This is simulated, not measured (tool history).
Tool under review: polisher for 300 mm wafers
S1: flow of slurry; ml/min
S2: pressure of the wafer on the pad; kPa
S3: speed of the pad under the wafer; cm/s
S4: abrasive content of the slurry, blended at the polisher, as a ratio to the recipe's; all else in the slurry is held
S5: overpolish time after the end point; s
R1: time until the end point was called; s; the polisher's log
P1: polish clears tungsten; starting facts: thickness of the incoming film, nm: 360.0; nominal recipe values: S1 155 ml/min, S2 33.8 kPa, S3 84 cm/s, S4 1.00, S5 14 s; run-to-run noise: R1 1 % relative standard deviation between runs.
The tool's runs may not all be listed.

run,hour,S1,S2,S3,S4,S5,R1
1,2.4,155,33.8,84,1.00,14,77.310
2,7.6,155,43.4,84,1.00,14,59.863
3,10.6,155,33.8,112,1.00,14,58.132
4,14.5,100,33.8,84,1.00,14,85.121
5,19.8,155,33.8,84,1.50,14,71.009
6,23.8,155,33.8,84,1.00,27,77.941
7,27.1,155,33.8,84,1.00,14,77.440
8,30.8,100,42.1,84,1.00,14,68.029
9,33.4,155,33.8,60,1.00,14,108.770
10,35.9,155,20.0,84,1.00,14,132.510
11,39.3,155,33.8,84,1.00,14,77.254
12,41.7,155,33.8,84,0.55,14,89.637
13,44.1,155,33.8,84,1.00,4,77.502
14,49.5,155,33.8,84,1.00,14,78.184
15,55.0,195,33.8,84,1.00,14,75.061
16,59.7,155,15.2,106,1.00,14,135.640
17,64.6,155,33.8,84,1.00,14,78.519
18,68.9,155,33.8,84,1.00,14,80.705

What will run 19 give?
19,72.9,155,33.8,84,1.00,14,?

Run 19 produced R1 81.708 s.
